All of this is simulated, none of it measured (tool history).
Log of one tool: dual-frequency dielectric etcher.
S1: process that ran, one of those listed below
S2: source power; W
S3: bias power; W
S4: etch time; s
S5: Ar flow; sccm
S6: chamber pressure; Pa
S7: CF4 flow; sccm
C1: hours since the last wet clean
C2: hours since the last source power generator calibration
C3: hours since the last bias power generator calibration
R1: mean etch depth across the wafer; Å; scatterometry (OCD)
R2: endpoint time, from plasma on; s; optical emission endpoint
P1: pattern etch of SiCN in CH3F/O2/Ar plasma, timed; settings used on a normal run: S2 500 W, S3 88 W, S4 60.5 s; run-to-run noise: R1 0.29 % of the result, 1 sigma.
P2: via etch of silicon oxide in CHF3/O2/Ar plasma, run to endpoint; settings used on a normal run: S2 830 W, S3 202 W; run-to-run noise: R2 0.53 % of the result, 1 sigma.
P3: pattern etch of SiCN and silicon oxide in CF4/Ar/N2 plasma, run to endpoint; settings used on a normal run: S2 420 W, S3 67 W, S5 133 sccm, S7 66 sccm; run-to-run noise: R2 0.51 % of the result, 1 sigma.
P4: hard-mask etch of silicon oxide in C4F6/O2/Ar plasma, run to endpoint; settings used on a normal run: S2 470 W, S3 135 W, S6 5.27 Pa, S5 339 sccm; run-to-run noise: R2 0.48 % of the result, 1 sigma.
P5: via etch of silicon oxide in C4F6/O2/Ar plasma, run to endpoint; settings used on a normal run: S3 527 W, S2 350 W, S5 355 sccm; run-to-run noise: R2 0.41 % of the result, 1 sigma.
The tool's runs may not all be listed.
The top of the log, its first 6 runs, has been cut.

| run | hour | S1 | S2 | S3 | S4 | S5 | S6 | S7 | C1 | C2 | C3 | R1 | R2 |
|---|---|---|---|---|---|---|---|---|---|---|---|---|---|
| 7 | 78.3 | P1 | 500 | 88 | 60.5 |  |  |  | 486.0 | 3128.4 | 2361.8 | 261.82 |  |
| 8 | 87.7 | P4 | 470 | 135 |  | 339 | 5.27 |  | 495.4 | 3137.8 | 2371.2 |  | 107.910 |
| 9 | 105.4 | P1 | 500 | 53 | 60.5 |  |  |  | 513.1 | 3155.5 | 2388.9 | 220.11 |  |
| 10 | 116.4 | P4 | 310 | 135 |  | 339 | 5.27 |  | 524.1 | 3166.5 | 2399.9 |  | 126.850 |
| 11 | 126.1 | P3 | 420 | 67 |  | 133 |  | 45 | 533.8 | 3176.2 | 2409.6 |  | 18.365 |
| 12 | 136.2 | P5 | 350 | 527 |  | 460 |  |  | 543.9 | 3186.3 | 2419.7 |  | 29.213 |
| 13 | 145.5 | P1 | 400 | 114 | 60.5 |  |  |  | 553.2 | 3195.6 | 2429.0 | 266.41 |  |
| 14 | 156.5 | P1 | 500 | 88 | 60.5 |  |  |  | 564.2 | 3206.6 | 2440.0 | 262.62 |  |
| 15 | 171.1 | P3 | 420 | 53 |  | 133 |  | 66 | 578.8 | 3221.2 | 2454.6 |  | 18.733 |
| 16 | 180.4 | P3 | 570 | 67 |  | 133 |  | 66 | 588.1 | 3230.5 | 2463.9 |  | 13.106 |
| 17 | 197.4 | P1 | 500 | 88 | 88.0 |  |  |  | 605.1 | 3247.5 | 2480.9 | 381.42 |  |
| 18 | 215.2 | P1 | 360 | 88 | 60.5 |  |  |  | 622.9 | 3265.3 | 2498.7 | 232.57 |  |
| 19 | 223.7 | P1 | 500 | 88 | 60.5 |  |  |  | 631.4 | 3273.8 | 2507.2 | 262.86 |  |
| 20 | 235.7 | P2 | 1070 | 202 |  |  |  |  | 643.4 | 3285.8 | 2519.2 |  | 191.870 |
| 21 | 249.2 | P4 | 470 | 181 |  | 339 | 5.27 |  | 656.9 | 3299.3 | 2532.7 |  | 98.465 |
| 22 | 260.7 | P3 | 420 | 67 |  | 133 |  | 66 | 668.4 | 3310.8 | 2544.2 |  | 17.163 |
| 23 | 273.6 | P4 | 470 | 135 |  | 260 | 5.27 |  | 681.3 | 3323.7 | 2557.1 |  | 104.870 |
| 24 | 284.0 | P2 | 830 | 280 |  |  |  |  | 691.7 | 3334.1 | 2567.5 |  | 189.060 |
| 25 | 293.7 | P3 | 420 | 67 |  | 81 |  | 66 | 701.4 | 3343.8 | 2577.2 |  | 15.708 |
| 26 | 307.3 | P1 | 640 | 88 | 60.5 |  |  |  | 715.0 | 3357.4 | 2590.8 | 288.24 |  |
| 27 | 321.6 | P5 | 220 | 527 |  | 355 |  |  | 729.3 | 3371.7 | 2605.1 |  | 33.658 |
| 28 | 332.4 | P1 | 500 | 88 | 33.5 |  |  |  | 740.1 | 3382.5 | 2615.9 | 145.50 |  |
| 29 | 343.7 | P4 | 470 | 135 |  | 339 | 5.27 |  | 751.4 | 3393.8 | 2627.2 |  | 108.450 |

Estimate the outcome of run 30 from the log above:
| 30 | 355.0 | P1 | 500 | 88 | 60.5 |  |  |  | 762.7 | 3405.1 | 2638.5 | ? |  |

R1: 262.26 Å
